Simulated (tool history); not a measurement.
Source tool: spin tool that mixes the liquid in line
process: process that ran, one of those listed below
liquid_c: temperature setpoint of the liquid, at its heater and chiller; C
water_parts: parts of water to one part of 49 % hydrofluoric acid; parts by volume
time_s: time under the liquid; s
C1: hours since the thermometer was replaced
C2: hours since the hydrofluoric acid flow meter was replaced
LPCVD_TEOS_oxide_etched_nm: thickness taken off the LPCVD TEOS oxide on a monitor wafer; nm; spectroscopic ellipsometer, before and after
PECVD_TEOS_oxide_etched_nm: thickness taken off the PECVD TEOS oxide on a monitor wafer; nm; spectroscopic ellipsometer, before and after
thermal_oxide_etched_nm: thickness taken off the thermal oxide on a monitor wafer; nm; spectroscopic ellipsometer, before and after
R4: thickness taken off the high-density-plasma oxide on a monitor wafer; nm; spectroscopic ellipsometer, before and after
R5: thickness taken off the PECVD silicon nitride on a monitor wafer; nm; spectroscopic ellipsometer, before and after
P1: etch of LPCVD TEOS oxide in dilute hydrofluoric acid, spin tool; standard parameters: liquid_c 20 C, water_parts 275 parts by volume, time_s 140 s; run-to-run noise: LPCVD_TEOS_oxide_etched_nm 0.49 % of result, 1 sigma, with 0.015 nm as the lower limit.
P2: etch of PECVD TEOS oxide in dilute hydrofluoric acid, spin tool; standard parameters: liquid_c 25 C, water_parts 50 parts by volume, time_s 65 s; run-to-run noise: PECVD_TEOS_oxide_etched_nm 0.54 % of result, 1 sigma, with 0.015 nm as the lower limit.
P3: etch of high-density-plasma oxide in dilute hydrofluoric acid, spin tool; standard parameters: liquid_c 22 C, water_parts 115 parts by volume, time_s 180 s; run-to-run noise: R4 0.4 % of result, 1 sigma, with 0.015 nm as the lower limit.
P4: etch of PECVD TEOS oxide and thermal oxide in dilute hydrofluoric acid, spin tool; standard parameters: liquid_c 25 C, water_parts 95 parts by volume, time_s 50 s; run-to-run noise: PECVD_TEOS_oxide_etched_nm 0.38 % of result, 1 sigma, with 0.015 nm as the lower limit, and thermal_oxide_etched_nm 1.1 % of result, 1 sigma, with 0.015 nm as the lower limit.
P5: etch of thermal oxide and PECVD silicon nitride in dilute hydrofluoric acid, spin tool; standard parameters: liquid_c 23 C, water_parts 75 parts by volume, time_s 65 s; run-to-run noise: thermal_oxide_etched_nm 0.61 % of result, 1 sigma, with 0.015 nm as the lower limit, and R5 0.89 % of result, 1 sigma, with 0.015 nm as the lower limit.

Run 1, hour 2.9: process P1, liquid_c 20 C, water_parts 275 parts by volume, time_s 140 s; C1 1117.2; C2 1252.5. Result: LPCVD_TEOS_oxide_etched_nm 12.37 nm.
Run 2, hour 5.5: process P1, liquid_c 20 C, water_parts 275 parts by volume, time_s 140 s; C1 1119.8; C2 1255.1. Result: LPCVD_TEOS_oxide_etched_nm 12.507 nm.
Run 3, hour 8.2: process P4, liquid_c 25 C, water_parts 95 parts by volume, time_s 50 s; C1 1122.5; C2 1257.8. Result: PECVD_TEOS_oxide_etched_nm 15.806 nm, thermal_oxide_etched_nm 2.5229 nm.
Run 4, hour 10.6: process P1, liquid_c 17 C, water_parts 275 parts by volume, time_s 55 s; C1 1124.9; C2 1260.2. Result: LPCVD_TEOS_oxide_etched_nm 4.3534 nm.
Run 5, hour 13.7: process P3, liquid_c 17 C, water_parts 115 parts by volume, time_s 180 s; C1 1128; C2 1263.3. Result: R4 7.0592 nm.
Run 6, hour 18.3: process P2, liquid_c 31 C, water_parts 50 parts by volume, time_s 65 s; C1 1132.6; C2 1267.9. Result: PECVD_TEOS_oxide_etched_nm 51.352 nm.
Run 7, hour 20.6: process P3, liquid_c 22 C, water_parts 200 parts by volume, time_s 180 s; C1 1134.9; C2 1270.2. Result: R4 4.4929 nm.
Run 8, hour 25: process P5, liquid_c 23 C, water_parts 20 parts by volume, time_s 65 s; C1 1139.3; C2 1274.6. Result: thermal_oxide_etched_nm 16.413 nm, R5 9.4616 nm.
Run 9, hour 28.3: process P1, liquid_c 20 C, water_parts 150 parts by volume, time_s 140 s; C1 1142.6; C2 1277.9. Result: LPCVD_TEOS_oxide_etched_nm 25.525 nm.
Run 10, hour 32.1: process P1, liquid_c 25.5 C, water_parts 275 parts by volume, time_s 140 s; C1 1146.4; C2 1281.7. Result: LPCVD_TEOS_oxide_etched_nm 15.151 nm.
Run 11, hour 35.8: process P1, liquid_c 20 C, water_parts 275 parts by volume, time_s 140 s; C1 1150.1; C2 1285.4. Result: LPCVD_TEOS_oxide_etched_nm 12.424 nm.
Run 12, hour 39.7: process P2, liquid_c 25 C, water_parts 50 parts by volume, time_s 130 s; C1 1154; C2 1289.3. Result: PECVD_TEOS_oxide_etched_nm 80.975 nm.
Run 13, hour 42.3: process P5, liquid_c 23 C, water_parts 75 parts by volume, time_s 25 s; C1 1156.6; C2 1291.9. Result: thermal_oxide_etched_nm 1.5942 nm, R5 1.0197 nm.
Run 14, hour 47.4: process P5, liquid_c 18 C, water_parts 75 parts by volume, time_s 65 s; C1 1161.7; C2 1297. Result: thermal_oxide_etched_nm 3.3296 nm, R5 1.8752 nm.
Run 15, hour 52.1: process P4, liquid_c 25 C, water_parts 170 parts by volume, time_s 50 s; C1 1166.4; C2 1301.7. Result: PECVD_TEOS_oxide_etched_nm 8.0547 nm, thermal_oxide_etched_nm 1.2699 nm.
Run 16, hour 55.6: process P5, liquid_c 23 C, water_parts 75 parts by volume, time_s 65 s; C1 1169.9; C2 1305.2. Result: thermal_oxide_etched_nm 4.0955 nm, R5 2.6463 nm.
Run 17, hour 59.7: process P1, liquid_c 17 C, water_parts 275 parts by volume, time_s 140 s; C1 1174; C2 1309.3. Result: LPCVD_TEOS_oxide_etched_nm 11.041 nm.
Run 18, hour 62.5: process P2, liquid_c 25 C, water_parts 50 parts by volume, time_s 65 s; C1 1176.8; C2 1312.1. Result: PECVD_TEOS_oxide_etched_nm 39.915 nm.
Run 19, hour 67.4: process P2, liquid_c 25 C, water_parts 75 parts by volume, time_s 65 s; C1 1181.7; C2 1317. Result: PECVD_TEOS_oxide_etched_nm 25.796 nm.
Run 20, hour 70.6: process P1, liquid_c 20 C, water_parts 275 parts by volume, time_s 215 s; C1 1184.9; C2 1320.2. Result: LPCVD_TEOS_oxide_etched_nm 19.012 nm.
Run 21, hour 73.7: process P1, liquid_c 20 C, water_parts 275 parts by volume, time_s 140 s; C1 1188; C2 1323.3. Result: LPCVD_TEOS_oxide_etched_nm 12.375 nm.
Run 22, hour 76: process P4, liquid_c 29.5 C, water_parts 95 parts by volume, time_s 50 s; C1 1190.3; C2 1325.6. Result: PECVD_TEOS_oxide_etched_nm 18.826 nm, thermal_oxide_etched_nm 2.9768 nm.
Run 23, hour 80: process P1, liquid_c 20 C, water_parts 480 parts by volume, time_s 140 s; C1 1194.3; C2 1329.6. Result: LPCVD_TEOS_oxide_etched_nm 5.9576 nm.
Run 24, hour 83.5: process P1, liquid_c 20 C, water_parts 275 parts by volume, time_s 15 s; C1 1197.8; C2 1333.1. Result: LPCVD_TEOS_oxide_etched_nm 1.3219 nm.
At hour 84.3: hydrofluoric acid flow meter replaced.
Run 25, hour 88: process P4, liquid_c 25 C, water_parts 95 parts by volume, time_s 90 s; C1 1202.3; C2 3.7. Result: PECVD_TEOS_oxide_etched_nm 28.262 nm, thermal_oxide_etched_nm 4.4339 nm.
Run 26, hour 92.7: process P3, liquid_c 22 C, water_parts 115 parts by volume, time_s 15 s; C1 1207; C2 8.4. Result: R4 0.70449 nm.
Run 27, hour 95.7: process P3, liquid_c 22 C, water_parts 115 parts by volume, time_s 180 s; C1 1210; C2 11.4. Result: R4 8.5603 nm.
Run 28, hour 99.9: process P2, liquid_c 25 C, water_parts 50 parts by volume, time_s 65 s; C1 1214.2; C2 15.6. Result: PECVD_TEOS_oxide_etched_nm 40.053 nm.
Run 29, hour 103.7: process P1, liquid_c 20 C, water_parts 275 parts by volume, time_s 140 s; C1 1218; C2 19.4. Result: LPCVD_TEOS_oxide_etched_nm 12.445 nm.
Run 30, hour 107.6: process P1, liquid_c 20 C, water_parts 275 parts by volume, time_s 140 s; C1 1221.9; C2 23.3. Result: LPCVD_TEOS_oxide_etched_nm 12.677 nm.
Run 31, hour 112: process P1, liquid_c 20 C, water_parts 275 parts by volume, time_s 140 s; C1 1226.3; C2 27.7. Result: LPCVD_TEOS_oxide_etched_nm 12.96 nm.
Run 32, hour 115.4: process P1, liquid_c 20 C, water_parts 275 parts by volume, time_s 140 s; C1 1229.7; C2 31.1. Result: LPCVD_TEOS_oxide_etched_nm 13.1 nm.
Run 33, hour 117.7: process P1, liquid_c 20 C, water_parts 275 parts by volume, time_s 140 s; C1 1232; C2 33.4. Result: LPCVD_TEOS_oxide_etched_nm 12.97 nm.
Run 34, hour 121.9: process P1, liquid_c 20 C, water_parts 275 parts by volume, time_s 140 s; C1 1236.2; C2 37.6. Result: LPCVD_TEOS_oxide_etched_nm 13.126 nm.
Run 35, hour 126.6: process P1, liquid_c 20 C, water_parts 275 parts by volume, time_s 140 s; C1 1240.9; C2 42.3. Result: LPCVD_TEOS_oxide_etched_nm 13.281 nm.
Run 36, hour 129.2: process P1, liquid_c 20 C, water_parts 275 parts by volume, time_s 140 s; C1 1243.5; C2 44.9. Result: LPCVD_TEOS_oxide_etched_nm 13.053 nm.
Run 37, hour 134: process P1, liquid_c 20 C, water_parts 275 parts by volume, time_s 140 s; C1 1248.3; C2 49.7. Result: LPCVD_TEOS_oxide_etched_nm 13.14 nm.

The output of P1 has drifted from where it used to be. Each of the 2 causes below, taken at the size shown beside it, accounts for the log equally well:
A: hydrofluoric acid flow above the setpoint (%) = 4.82
B: liquid hotter than its thermometer reads (K) = 1.61
Onset of the creep was near hour 103.7.

Below are 4 check runs, each averaged over 2 wafers, with their results shown as question marks. Which of them would give clearly different results depending on which cause is behind the drift?
Run check 1, hour 138.8: process P2, liquid_c 31 C, water_parts 70 parts by volume, time_s 65 s. Result: PECVD_TEOS_oxide_etched_nm ?.
Run check 2, hour 138.8: process P4, liquid_c 25 C, water_parts 170 parts by volume, time_s 75 s. Result: PECVD_TEOS_oxide_etched_nm ?, thermal_oxide_etched_nm ?.
Run check 3, hour 138.8: process P3, liquid_c 19 C, water_parts 115 parts by volume, time_s 35 s. Result: R4 ?.
Run check 4, hour 138.8: process P5, liquid_c 20 C, water_parts 75 parts by volume, time_s 65 s. Result: thermal_oxide_etched_nm ?, R5 ?.

What each check would give under each cause:
  check                      result    if A    if B
check 1  PECVD_TEOS_oxide_etched_nm  37.125  37.462
check 2  PECVD_TEOS_oxide_etched_nm  12.791  12.836
check 2     thermal_oxide_etched_nm  2.0155  2.0226
check 3                          R4  1.5611  1.5813
check 4     thermal_oxide_etched_nm  3.8114  3.8715
check 4                          R5  2.2365  2.3844
Gap, in per cent, between the two causes that each check separates least, read from the result that separates them most: check 1 0.9 %; check 2 0.35 %; check 3 1.29 %; check 4 6.41 %
The other checks would show nearly matching results whichever cause is true, so check 4 is the only one that separates the causes.

Check 4 was carried out, with these results: thermal_oxide_etched_nm 3.8542 nm; R5 2.3843 nm. Which of the listed causes is responsible?

It was cause B: liquid hotter than its thermometer reads (K).

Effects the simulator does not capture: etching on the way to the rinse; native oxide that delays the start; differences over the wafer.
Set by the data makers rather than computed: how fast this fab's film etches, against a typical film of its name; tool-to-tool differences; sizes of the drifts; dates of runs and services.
